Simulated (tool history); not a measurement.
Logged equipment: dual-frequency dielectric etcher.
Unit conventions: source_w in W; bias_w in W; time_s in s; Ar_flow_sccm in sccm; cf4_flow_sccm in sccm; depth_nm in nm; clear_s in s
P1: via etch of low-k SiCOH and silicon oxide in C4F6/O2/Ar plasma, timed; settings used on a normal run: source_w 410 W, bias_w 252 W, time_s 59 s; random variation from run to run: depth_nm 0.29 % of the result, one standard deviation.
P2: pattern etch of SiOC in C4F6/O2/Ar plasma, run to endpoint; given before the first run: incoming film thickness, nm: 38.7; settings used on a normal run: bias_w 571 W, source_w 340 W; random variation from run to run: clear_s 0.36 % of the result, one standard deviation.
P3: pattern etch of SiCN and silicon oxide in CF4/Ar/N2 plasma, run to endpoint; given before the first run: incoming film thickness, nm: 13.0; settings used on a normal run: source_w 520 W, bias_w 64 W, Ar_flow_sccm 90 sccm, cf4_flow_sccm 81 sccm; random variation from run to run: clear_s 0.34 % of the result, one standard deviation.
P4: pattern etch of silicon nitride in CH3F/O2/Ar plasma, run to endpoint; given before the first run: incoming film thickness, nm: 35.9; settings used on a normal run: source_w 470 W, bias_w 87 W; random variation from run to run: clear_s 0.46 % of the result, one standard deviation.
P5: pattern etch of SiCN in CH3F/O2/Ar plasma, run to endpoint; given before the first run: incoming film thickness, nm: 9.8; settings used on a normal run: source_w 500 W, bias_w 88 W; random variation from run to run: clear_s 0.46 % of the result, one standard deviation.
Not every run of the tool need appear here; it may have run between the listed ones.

| run | hour | process | source_w | bias_w | time_s | Ar_flow_sccm | cf4_flow_sccm | hours since the last wet clean | hours since the last source power generator calibration | hours since the last bias power generator calibration | depth_nm | clear_s |
|---|---|---|---|---|---|---|---|---|---|---|---|---|
| 1 | 10.6 | P1 | 410 | 252 | 59 |  |  | 232.2 | 743.9 | 604.1 | 170.21 |  |
| 2 | 18 | P1 | 410 | 252 | 59 |  |  | 239.6 | 751.3 | 611.5 | 170.65 |  |
| 3 | 26.7 | P1 | 410 | 252 | 32.5 |  |  | 248.3 | 760 | 620.2 | 93.574 |  |
| 4 | 38.3 | P3 | 520 | 78 |  | 90 | 81 | 259.9 | 771.6 | 631.8 |  | 12.505 |
| 5 | 53.3 | P2 | 280 | 571 |  |  |  | 274.9 | 786.6 | 646.8 |  | 13.531 |
|  | 54.8 | source power generator calibrated |
| 6 | 69.7 | P3 | 520 | 64 |  | 90 | 60 | 291.3 | 15 | 663.2 |  | 14.077 |
| 7 | 80.3 | P5 | 500 | 52 |  |  |  | 301.9 | 25.6 | 673.8 |  | 26.931 |
| 8 | 94.8 | P3 | 320 | 64 |  | 90 | 81 | 316.4 | 40.1 | 688.3 |  | 20.61 |
| 9 | 107.3 | P1 | 410 | 358 | 59 |  |  | 328.9 | 52.6 | 700.8 | 192.87 |  |
| 10 | 123.1 | P4 | 470 | 107 |  |  |  | 344.7 | 68.4 | 716.6 |  | 42.356 |
| 11 | 132 | P1 | 320 | 252 | 84 |  |  | 353.6 | 77.3 | 725.5 | 221.17 |  |
| 12 | 146.9 | P5 | 500 | 88 |  |  |  | 368.5 | 92.2 | 740.4 |  | 22.43 |
| 13 | 162.2 | P5 | 500 | 88 |  |  |  | 383.8 | 107.5 | 755.7 |  | 22.672 |
| 14 | 173.6 | P1 | 410 | 252 | 83 |  |  | 395.2 | 118.9 | 767.1 | 240.11 |  |
| 15 | 180.9 | P1 | 410 | 252 | 59 |  |  | 402.5 | 126.2 | 774.4 | 170.09 |  |
| 16 | 188.4 | P3 | 520 | 64 |  | 90 | 81 | 410 | 133.7 | 781.9 |  | 13.271 |
| 17 | 205.1 | P3 | 520 | 64 |  | 90 | 81 | 426.7 | 150.4 | 798.6 |  | 13.217 |
| 18 | 219.8 | P1 | 560 | 297 | 59 |  |  | 441.4 | 165.1 | 813.3 | 202.85 |  |
| 19 | 227.7 | P1 | 410 | 252 | 59 |  |  | 449.3 | 173 | 821.2 | 170.3 |  |
| 20 | 237.7 | P1 | 410 | 192 | 59 |  |  | 459.3 | 183 | 831.2 | 155.77 |  |
| 21 | 254.2 | P4 | 360 | 87 |  |  |  | 475.8 | 199.5 | 847.7 |  | 50.553 |
| 22 | 269.4 | P5 | 620 | 88 |  |  |  | 491 | 214.7 | 862.9 |  | 20.782 |
| 23 | 279.3 | P1 | 410 | 252 | 59 |  |  | 500.9 | 224.6 | 872.8 | 169.65 |  |
| 24 | 291.4 | P1 | 300 | 252 | 59 |  |  | 513 | 236.7 | 884.9 | 151.81 |  |
| 25 | 302.6 | P2 | 340 | 571 |  |  |  | 524.2 | 247.9 | 896.1 |  | 12.606 |
| 26 | 318.5 | P2 | 340 | 571 |  |  |  | 540.1 | 263.8 | 912 |  | 12.631 |
| 27 | 331.7 | P4 | 470 | 87 |  |  |  | 553.3 | 277 | 925.2 |  | 46.189 |
| 28 | 347.2 | P1 | 530 | 186 | 59 |  |  | 568.8 | 292.5 | 940.7 | 171.29 |  |
| 29 | 363.8 | P3 | 520 | 64 |  | 113 | 81 | 585.4 | 309.1 | 957.3 |  | 13.918 |

Expected results for the next run?
| 30 | 373 | P2 | 340 | 403 |  |  |  | 594.6 | 318.3 | 966.5 |  | ? |

Logged for run 30: clear_s 14.316 s.
